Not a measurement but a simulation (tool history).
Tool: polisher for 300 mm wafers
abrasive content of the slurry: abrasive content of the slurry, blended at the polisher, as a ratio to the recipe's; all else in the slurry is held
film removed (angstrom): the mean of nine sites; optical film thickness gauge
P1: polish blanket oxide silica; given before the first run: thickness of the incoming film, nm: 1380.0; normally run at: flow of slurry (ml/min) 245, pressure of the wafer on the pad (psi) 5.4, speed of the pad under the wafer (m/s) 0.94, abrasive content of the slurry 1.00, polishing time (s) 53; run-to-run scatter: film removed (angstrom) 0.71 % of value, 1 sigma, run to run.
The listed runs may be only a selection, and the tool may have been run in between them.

| run | hour | flow of slurry (ml/min) | pressure of the wafer on the pad (psi) | speed of the pad under the wafer (m/s) | abrasive content of the slurry | polishing time (s) | film removed (angstrom) |
|---|---|---|---|---|---|---|---|
| 1 | 7.4 | 245 | 5.4 | 0.94 | 1.00 | 53 | 1633.40 |
| 2 | 22.6 | 160 | 5.4 | 0.94 | 1.00 | 69 | 1993.00 |
| 3 | 35.7 | 245 | 5.4 | 0.94 | 1.00 | 53 | 1645.40 |
| 4 | 50.5 | 145 | 5.4 | 0.94 | 1.00 | 53 | 1510.90 |
| 5 | 59.0 | 170 | 5.4 | 0.94 | 1.00 | 33 | 966.34 |
| 6 | 68.3 | 245 | 5.4 | 0.94 | 1.00 | 53 | 1629.10 |
| 7 | 82.3 | 370 | 5.4 | 0.94 | 1.00 | 53 | 1707.50 |
| 8 | 91.0 | 245 | 5.4 | 0.44 | 1.00 | 53 | 905.48 |
| 9 | 105.7 | 245 | 5.4 | 0.94 | 1.00 | 79 | 2416.60 |
| 10 | 117.3 | 245 | 5.4 | 0.94 | 0.55 | 53 | 1183.20 |
| 11 | 130.9 | 245 | 5.4 | 0.94 | 1.00 | 53 | 1633.50 |
| 12 | 144.1 | 145 | 5.4 | 0.94 | 0.60 | 53 | 1174.60 |
| 13 | 157.5 | 245 | 5.4 | 1.36 | 1.00 | 53 | 2186.70 |
|  | 168.0 | conditioning disc replaced and pad reconditioned |
| 14 | 170.7 | 245 | 5.4 | 0.94 | 1.00 | 53 | 1620.40 |
|  | 173.2 | slurry blender recalibrated |
| 15 | 186.5 | 245 | 5.4 | 0.94 | 1.00 | 53 | 1648.10 |
| 16 | 200.1 | 245 | 5.4 | 0.94 | 1.25 | 53 | 1816.50 |
| 17 | 214.5 | 245 | 7.9 | 0.94 | 1.00 | 53 | 2377.30 |
| 18 | 228.1 | 245 | 5.4 | 0.94 | 1.00 | 29 | 880.01 |
| 19 | 237.4 | 245 | 5.4 | 0.94 | 1.00 | 53 | 1636.40 |
| 20 | 247.9 | 245 | 3.5 | 0.94 | 1.00 | 53 | 1066.40 |
| 21 | 257.6 | 245 | 5.4 | 0.94 | 1.00 | 53 | 1653.20 |
| 22 | 272.1 | 245 | 5.4 | 0.94 | 1.00 | 53 | 1521.20 |
| 23 | 281.1 | 245 | 5.4 | 0.94 | 1.00 | 53 | 1488.20 |
| 24 | 296.5 | 245 | 5.4 | 0.94 | 1.00 | 53 | 1462.30 |
|  | 308.8 | head pressure recalibrated |
|  | 310.1 | slurry nozzle cleaned |
| 25 | 310.9 | 245 | 5.4 | 0.94 | 1.00 | 53 | 1433.00 |
|  | 317.0 | conditioning disc replaced and pad reconditioned |
| 26 | 325.1 | 245 | 5.4 | 0.94 | 1.00 | 53 | 1421.40 |
| 27 | 337.5 | 245 | 5.4 | 0.94 | 1.00 | 53 | 1407.00 |

The output of P1 has drifted from where it used to be. Each of the 2 causes below, taken at the size shown beside it, accounts for the log equally well:
A: removal rate lost through wear of the pad, % = 13.3
B: abrasive missing from the slurry, % = 25.2
At approximately hour 257.6, the process output began to creep.
Excluded causes, each with its reason:
slurry flow missing at the pad, %: serviced at hour 310.1, after the drift had started, without restoring the earlier output
head's pressure below its setpoint, %: serviced at hour 308.8, after the drift had started, without restoring the earlier output
time polished since the conditioner stopped cutting, s: serviced at hour 317.0, after the drift had started, without restoring the earlier output

Each of the check runs listed below is run on 2 wafers and reports their average, with the results left as question marks. Pick the one under which the possible causes would lead to clearly different results.
| check 1 | 349.9 | 145 | 5.4 | 0.94 | 1.00 | 53 | ? |
| check 2 | 349.9 | 245 | 6.9 | 0.60 | 1.00 | 53 | ? |
| check 3 | 349.9 | 245 | 3.9 | 0.94 | 1.00 | 64 | ? |
| check 4 | 349.9 | 245 | 5.4 | 0.94 | 0.60 | 53 | ? |

What every check run would give for each of its results, assuming each possible cause in turn:
| check | result | if A | if B |
|---|---|---|---|
| check 1 | film removed (angstrom) | 1318.60 | 1318.90 |
| check 2 | film removed (angstrom) | 1266.20 | 1266.50 |
| check 3 | film removed (angstrom) | 1237.70 | 1238.00 |
| check 4 | film removed (angstrom) | 1089.10 | 1050.50 |
How far apart the two closest causes lie, in the result that separates them most: check 1 0.02 %; check 2 0.02 %; check 3 0.02 %; check 4 3.62 %
Of the check runs offered, only check 4 discriminates between the causes; the rest would read about the same regardless of which cause applies.

Then check 4 was run and gave: film removed (angstrom) 1079.40. Which cause is it?

It was cause A: removal rate lost through wear of the pad, %.
